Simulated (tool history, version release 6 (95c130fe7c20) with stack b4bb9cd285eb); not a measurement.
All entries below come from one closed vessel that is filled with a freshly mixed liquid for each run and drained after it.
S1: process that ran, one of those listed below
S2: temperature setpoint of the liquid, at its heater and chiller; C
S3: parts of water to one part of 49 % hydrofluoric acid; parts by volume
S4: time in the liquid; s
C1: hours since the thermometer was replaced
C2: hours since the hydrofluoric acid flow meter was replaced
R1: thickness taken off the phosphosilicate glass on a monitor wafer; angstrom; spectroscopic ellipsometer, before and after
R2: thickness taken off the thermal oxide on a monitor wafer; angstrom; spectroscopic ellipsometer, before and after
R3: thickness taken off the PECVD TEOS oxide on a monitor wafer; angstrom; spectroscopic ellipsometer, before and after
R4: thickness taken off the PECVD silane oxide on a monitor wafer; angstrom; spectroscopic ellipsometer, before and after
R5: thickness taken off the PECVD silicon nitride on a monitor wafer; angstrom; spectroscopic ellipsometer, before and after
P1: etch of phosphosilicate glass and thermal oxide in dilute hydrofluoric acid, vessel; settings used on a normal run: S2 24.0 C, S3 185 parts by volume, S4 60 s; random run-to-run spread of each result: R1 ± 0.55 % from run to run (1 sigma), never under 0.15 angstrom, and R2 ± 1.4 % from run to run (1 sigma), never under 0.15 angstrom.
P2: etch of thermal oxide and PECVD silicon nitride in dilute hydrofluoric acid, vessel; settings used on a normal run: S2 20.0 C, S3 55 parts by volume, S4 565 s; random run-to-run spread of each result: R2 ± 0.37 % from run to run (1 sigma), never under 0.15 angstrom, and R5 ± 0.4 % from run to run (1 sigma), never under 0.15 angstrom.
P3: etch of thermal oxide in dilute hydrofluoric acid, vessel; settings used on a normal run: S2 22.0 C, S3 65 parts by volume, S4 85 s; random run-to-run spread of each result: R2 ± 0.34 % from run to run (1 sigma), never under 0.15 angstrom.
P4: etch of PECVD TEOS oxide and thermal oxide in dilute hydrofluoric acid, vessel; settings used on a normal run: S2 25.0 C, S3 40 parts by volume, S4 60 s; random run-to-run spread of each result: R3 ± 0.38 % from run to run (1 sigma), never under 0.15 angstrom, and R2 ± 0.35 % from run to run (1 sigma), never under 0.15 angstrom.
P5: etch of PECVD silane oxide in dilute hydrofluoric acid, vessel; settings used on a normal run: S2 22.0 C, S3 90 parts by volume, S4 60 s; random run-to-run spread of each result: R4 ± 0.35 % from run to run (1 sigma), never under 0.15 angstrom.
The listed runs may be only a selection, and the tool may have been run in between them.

run,hour,S1,S2,S3,S4,C1,C2,R1,R2,R3,R4,R5
1,3.7,P1,24.0,185,60,332.6,486.7,177.030,14.2460,,,
2,10.1,P1,18.5,185,100,339.0,493.1,239.680,19.8530,,,
3,18.6,P1,24.0,285,60,347.5,501.6,103.820,8.1598,,,
4,25.9,P4,25.0,40,60,354.8,508.9,,81.0930,323.15,,
5,32.2,P4,31.5,40,60,361.1,515.2,,104.7000,423.82,,
6,39.4,P1,24.0,185,60,368.3,522.4,178.380,14.1690,,,
7,45.3,P5,22.0,150,60,374.2,528.3,,,,101.63,
8,50.5,P2,28.0,55,565,379.4,533.5,,566.3600,,,449.90
9,58.3,P3,22.0,65,30,387.2,541.3,,22.0320,,,
10,63.7,P2,20.0,55,890,392.6,546.7,,639.6600,,,412.64
11,72.1,P1,24.0,185,60,401.0,555.1,177.630,13.5750,,,
12,79.6,P2,20.0,80,565,408.5,562.6,,271.6200,,,182.29
13,85.6,P4,25.0,40,115,414.5,568.6,,154.0000,618.54,,
14,90.5,P1,17.0,185,60,419.4,573.5,134.920,10.9450,,,
15,98.6,P1,24.0,185,110,427.5,581.6,328.090,26.2860,,,
16,104.4,P1,24.0,185,60,433.3,587.4,179.170,14.5670,,,
17,111.3,P5,29.5,90,60,440.2,594.3,,,,243.19,
18,117.4,P1,31.5,185,60,446.3,600.4,230.970,18.2590,,,
19,123.8,P3,29.5,65,85,452.7,606.8,,85.2280,,,
20,130.2,P5,22.0,90,60,459.1,613.2,,,,180.60,
21,136.4,P3,22.0,105,85,465.3,619.4,,37.3660,,,
22,140.7,P1,24.0,85,60,469.6,623.7,434.970,34.5990,,,
23,148.7,P2,20.0,55,565,477.6,631.7,,408.4800,,,261.21
24,155.6,P5,22.0,90,100,484.5,638.6,,,,303.07,
25,162.5,P2,20.0,55,565,491.4,645.5,,409.5400,,,263.15
26,168.0,P1,24.0,185,60,496.9,651.0,178.320,14.2770,,,
27,175.6,P4,25.0,75,60,504.5,658.6,,41.0000,164.56,,
28,183.0,P1,24.0,185,30,511.9,666.0,88.926,7.4185,,,
29,191.3,P1,24.0,185,60,520.2,674.3,176.770,14.2290,,,
30,197.4,P3,22.0,65,85,526.3,680.4,,62.9150,,,
31,203.2,P1,24.0,185,60,532.1,686.2,177.830,14.3720,,,
32,208.2,P1,24.0,185,60,537.1,691.2,174.320,13.9520,,,
33,215.3,P1,24.0,185,60,544.2,698.3,170.930,13.5520,,,
34,219.3,P1,24.0,185,60,548.2,702.3,170.420,13.6150,,,
35,226.8,P1,24.0,185,60,555.7,709.8,169.440,13.5430,,,
36,232.0,P1,24.0,185,60,560.9,715.0,166.080,12.9970,,,
37,237.0,P1,24.0,185,60,565.9,720.0,166.470,13.1330,,,
38,242.5,P1,24.0,185,60,571.4,725.5,164.490,13.2050,,,
39,250.7,P1,24.0,185,60,579.6,733.7,165.580,13.6500,,,
40,259.0,P1,24.0,185,60,587.9,742.0,165.500,13.3540,,,
41,267.6,P1,24.0,185,60,596.5,750.6,164.620,13.2640,,,
42,276.0,P1,24.0,185,60,604.9,759.0,166.300,13.1140,,,

The output of P1 has drifted from where it used to be. Each of the 2 causes below, taken at the size shown beside it, accounts for the log equally well:
A: liquid colder than its thermometer reads (K) = 1.96
B: hydrofluoric acid flow below the setpoint (%) = 5.94
The creep began at about hour 203.2.

Consider the 4 single-wafer check runs listed below, results given as question marks: which one distinguishes between the causes by giving clearly different results for each?
check 1,284.4,P5,29.5,90,60,,,,,,?,
check 2,284.4,P3,22.0,65,30,,,,?,,,
check 3,284.4,P2,25.5,55,875,,,,?,,,?
check 4,284.4,P4,30.5,60,60,,,,?,?,,

If the cause were each of the candidates in turn, the checks would give the following:
check,result,if A,if B
check 1,R4,224.96,226.29
check 2,R2,20.5470,20.8680
check 3,R2,732.0200,742.4100
check 3,R5,517.80,555.99
check 4,R2,60.3180,60.8910
check 4,R3,242.34,244.64
Per check, the gap between the least separated pair of causes, taken in the result that splits them most: check 1 0.59 %; check 2 1.55 %; check 3 7.12 %; check 4 0.95 %
Check 3 is the one run that separates the causes; every other check would come out nearly the same whichever cause is at work.

Running check 3 produced the following: R2 738.1000 angstrom; R5 559.45 angstrom. Which one of the listed causes fits?

B is the cause: hydrofluoric acid flow below the setpoint (%).
